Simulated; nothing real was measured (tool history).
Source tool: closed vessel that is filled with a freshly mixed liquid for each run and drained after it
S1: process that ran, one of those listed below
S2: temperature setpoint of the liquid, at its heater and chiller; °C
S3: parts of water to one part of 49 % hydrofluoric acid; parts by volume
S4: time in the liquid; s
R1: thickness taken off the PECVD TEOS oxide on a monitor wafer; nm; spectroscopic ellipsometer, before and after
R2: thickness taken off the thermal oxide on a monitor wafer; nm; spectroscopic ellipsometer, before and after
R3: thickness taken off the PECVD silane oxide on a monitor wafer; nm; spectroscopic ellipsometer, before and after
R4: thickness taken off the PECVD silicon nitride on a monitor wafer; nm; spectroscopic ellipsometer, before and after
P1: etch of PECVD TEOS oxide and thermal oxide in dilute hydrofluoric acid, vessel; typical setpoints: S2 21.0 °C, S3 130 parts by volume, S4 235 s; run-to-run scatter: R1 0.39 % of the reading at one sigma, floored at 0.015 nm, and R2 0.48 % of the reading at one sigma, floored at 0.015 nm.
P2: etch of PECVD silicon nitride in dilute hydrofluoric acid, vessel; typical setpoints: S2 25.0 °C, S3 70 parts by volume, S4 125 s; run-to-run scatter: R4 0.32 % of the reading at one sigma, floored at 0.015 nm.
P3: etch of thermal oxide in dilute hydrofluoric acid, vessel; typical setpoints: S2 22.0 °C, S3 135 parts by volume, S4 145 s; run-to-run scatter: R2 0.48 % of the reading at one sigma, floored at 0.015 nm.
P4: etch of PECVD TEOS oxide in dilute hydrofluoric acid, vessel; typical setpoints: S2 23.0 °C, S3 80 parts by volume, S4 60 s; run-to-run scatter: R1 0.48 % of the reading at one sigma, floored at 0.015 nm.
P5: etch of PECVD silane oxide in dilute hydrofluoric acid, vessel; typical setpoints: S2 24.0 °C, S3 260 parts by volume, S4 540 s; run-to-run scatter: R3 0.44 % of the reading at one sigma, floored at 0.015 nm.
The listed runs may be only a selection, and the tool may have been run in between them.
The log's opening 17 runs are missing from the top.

run     day  S1    S2   S3   S4       R1       R2      R3       R4
 18  10.196  P1  25.5  130  235  35.0360   9.3052
 19  10.762  P3  22.0  135  145            4.3225
 20  11.112  P1  21.0  215  235  16.2780   4.3033
 21  11.900  P2  25.0   70  245                            16.4320
 22  12.392  P5  17.0  260  540                    19.921
 23  12.954  P2  29.5   70  125                            11.1880
 24  13.725  P1  21.0  130  355  44.1870  11.7690
 25  14.071  P2  25.0   45  125                            12.9830
 26  14.542  P1  21.0  130  235  29.5050   7.7930
 27  15.329  P2  25.0   70  125                             8.3802
 28  15.904  P1  25.5  130  355  52.6020  14.0030
 29  16.492  P5  24.0  260  540                    25.848
 30  17.000  P1  21.0  130  235  29.2280   7.7893
 31  17.383  P3  22.0  240  145            2.1762
 32  17.892  P1  21.0  130  235  29.3460   7.7349
 33  18.646  P1  21.0  130  235  28.3350   7.5181
 34  19.338  P1  21.0  130  235  27.7930   7.3545

What will run 35 give?
 35  19.862  P1  21.0  130  235   ?   ?

{"run 35": {"R1": 27.351, "R2": 7.265}}
